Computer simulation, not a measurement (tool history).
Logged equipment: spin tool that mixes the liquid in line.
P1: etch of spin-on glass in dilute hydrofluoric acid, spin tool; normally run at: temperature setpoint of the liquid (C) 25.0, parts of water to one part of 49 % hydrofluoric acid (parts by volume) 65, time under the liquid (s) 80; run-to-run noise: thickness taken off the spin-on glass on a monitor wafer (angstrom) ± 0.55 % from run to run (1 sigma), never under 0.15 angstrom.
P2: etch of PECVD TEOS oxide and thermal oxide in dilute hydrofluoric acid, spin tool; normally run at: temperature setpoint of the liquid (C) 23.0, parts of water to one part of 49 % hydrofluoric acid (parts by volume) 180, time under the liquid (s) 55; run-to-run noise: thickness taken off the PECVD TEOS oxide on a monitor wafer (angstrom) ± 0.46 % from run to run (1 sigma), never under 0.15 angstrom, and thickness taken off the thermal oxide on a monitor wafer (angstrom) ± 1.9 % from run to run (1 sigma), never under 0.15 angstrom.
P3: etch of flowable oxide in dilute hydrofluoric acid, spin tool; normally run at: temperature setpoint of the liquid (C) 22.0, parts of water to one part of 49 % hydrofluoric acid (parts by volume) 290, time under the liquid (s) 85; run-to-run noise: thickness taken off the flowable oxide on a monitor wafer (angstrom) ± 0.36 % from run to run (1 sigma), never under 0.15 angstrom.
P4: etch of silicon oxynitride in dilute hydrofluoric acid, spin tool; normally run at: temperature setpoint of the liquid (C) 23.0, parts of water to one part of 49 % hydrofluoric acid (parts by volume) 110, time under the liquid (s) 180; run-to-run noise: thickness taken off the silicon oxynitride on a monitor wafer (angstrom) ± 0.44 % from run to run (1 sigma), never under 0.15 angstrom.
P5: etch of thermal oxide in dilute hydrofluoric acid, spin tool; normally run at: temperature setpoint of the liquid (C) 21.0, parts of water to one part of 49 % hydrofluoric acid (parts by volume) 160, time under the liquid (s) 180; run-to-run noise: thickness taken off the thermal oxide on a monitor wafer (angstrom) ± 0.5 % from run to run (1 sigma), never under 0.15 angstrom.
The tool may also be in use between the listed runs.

run,hour,process that ran,temperature setpoint of the liquid (C),parts of water to one part of 49 % hydrofluoric acid (parts by volume),time under the liquid (s),thickness taken off the spin-on glass on a monitor wafer (angstrom),thickness taken off the flowable oxide on a monitor wafer (angstrom),thickness taken off the silicon oxynitride on a monitor wafer (angstrom),thickness taken off the thermal oxide on a monitor wafer (angstrom),thickness taken off the PECVD TEOS oxide on a monitor wafer (angstrom)
1,8.8,P1,25.0,65,80,473.390,,,,
2,15.9,P1,18.5,65,80,363.370,,,,
3,24.5,P1,25.0,105,120,417.440,,,,
4,29.5,P1,25.0,65,15,88.416,,,,
5,35.8,P3,17.0,290,85,,98.040,,,
6,43.6,P4,23.0,110,180,,,60.821,,
7,49.1,P3,22.0,415,85,,73.709,,,
8,56.3,P5,21.0,275,180,,,,22.8840,
9,63.5,P1,30.5,65,80,582.770,,,,
10,72.8,P1,25.0,100,80,290.540,,,,
11,82.6,P4,23.0,200,180,,,31.230,,
12,91.9,P4,23.0,110,45,,,15.164,,
13,102.5,P5,21.0,160,180,,,,43.2330,
14,113.3,P2,23.0,180,15,,,,3.6762,17.606
15,124.4,P4,28.0,110,180,,,76.154,,
16,136.1,P1,25.0,65,80,471.390,,,,
17,147.6,P1,25.0,105,150,518.050,,,,
18,155.7,P1,25.0,65,80,472.930,,,,
19,164.3,P5,17.0,160,180,,,,37.3650,
20,175.2,P1,25.0,65,140,824.520,,,,
21,186.8,P1,21.5,110,80,228.580,,,,
22,196.3,P3,22.0,290,140,,194.340,,,
23,202.9,P2,23.0,85,55,,,,30.8020,152.840
# hour 207.5: thermometer replaced
24,213.2,P5,21.0,160,180,,,,43.5400,
25,221.5,P1,25.0,65,80,472.740,,,,
26,232.5,P5,21.0,160,25,,,,5.9835,
27,238.3,P1,25.0,20,80,1625.600,,,,
28,246.8,P1,25.0,65,80,465.740,,,,
29,252.1,P3,22.0,290,85,,117.720,,,
30,261.7,P2,17.0,180,55,,,,10.7600,50.700
31,266.9,P1,25.0,65,80,471.000,,,,
32,278.3,P2,23.0,180,55,,,,13.6080,64.800
33,285.4,P4,23.0,110,180,,,60.563,,
34,295.5,P1,25.0,65,80,469.790,,,,
35,305.8,P1,25.0,65,80,468.060,,,,
36,316.5,P1,25.0,65,80,490.690,,,,
37,324.3,P1,25.0,65,80,505.000,,,,
38,334.8,P1,25.0,65,80,506.910,,,,
39,345.9,P1,25.0,65,80,513.030,,,,
40,356.6,P1,25.0,65,80,510.570,,,,
41,367.3,P1,25.0,65,80,513.560,,,,
42,376.8,P1,25.0,65,80,515.150,,,,

P1 has crept away from where it was. The log is fitted equally well by each of these 2 causes, at the sizes shown:
A: hydrofluoric acid flow above the setpoint (%) = 8.4
B: liquid hotter than its thermometer reads (K) = 2.19
At approximately hour 305.8, the process output began to creep.

Each of the 4 check runs below uses one wafer; its results are left as question marks. Which run tells the causes apart?
check 1,386.3,P2,17.0,180,20,,,,?,?
check 2,386.3,P3,22.0,410,85,,?,,,
check 3,386.3,P4,23.0,190,100,,,?,,
check 4,386.3,P5,21.0,160,100,,,,?,

What every check run would give for each of its results, assuming each possible cause in turn:
check,result,if A,if B
check 1,thickness taken off the thermal oxide on a monitor wafer (angstrom),4.2284,4.2009
check 1,thickness taken off the PECVD TEOS oxide on a monitor wafer (angstrom),20.451,20.318
check 2,thickness taken off the flowable oxide on a monitor wafer (angstrom),83.405,80.484
check 3,thickness taken off the silicon oxynitride on a monitor wafer (angstrom),20.070,20.203
check 4,thickness taken off the thermal oxide on a monitor wafer (angstrom),26.5930,26.3540
Per check, the gap between the least separated pair of causes, taken in the result that splits them most: check 1 0.65 %; check 2 3.57 %; check 3 0.66 %; check 4 0.9 %
Check 2 is the one run that separates the causes; every other check would come out nearly the same whichever cause is at work.

The results of check 2 are: thickness taken off the flowable oxide on a monitor wafer (angstrom) 83.264. Based on these, which of the listed causes is it?

The cause is A: hydrofluoric acid flow above the setpoint (%).
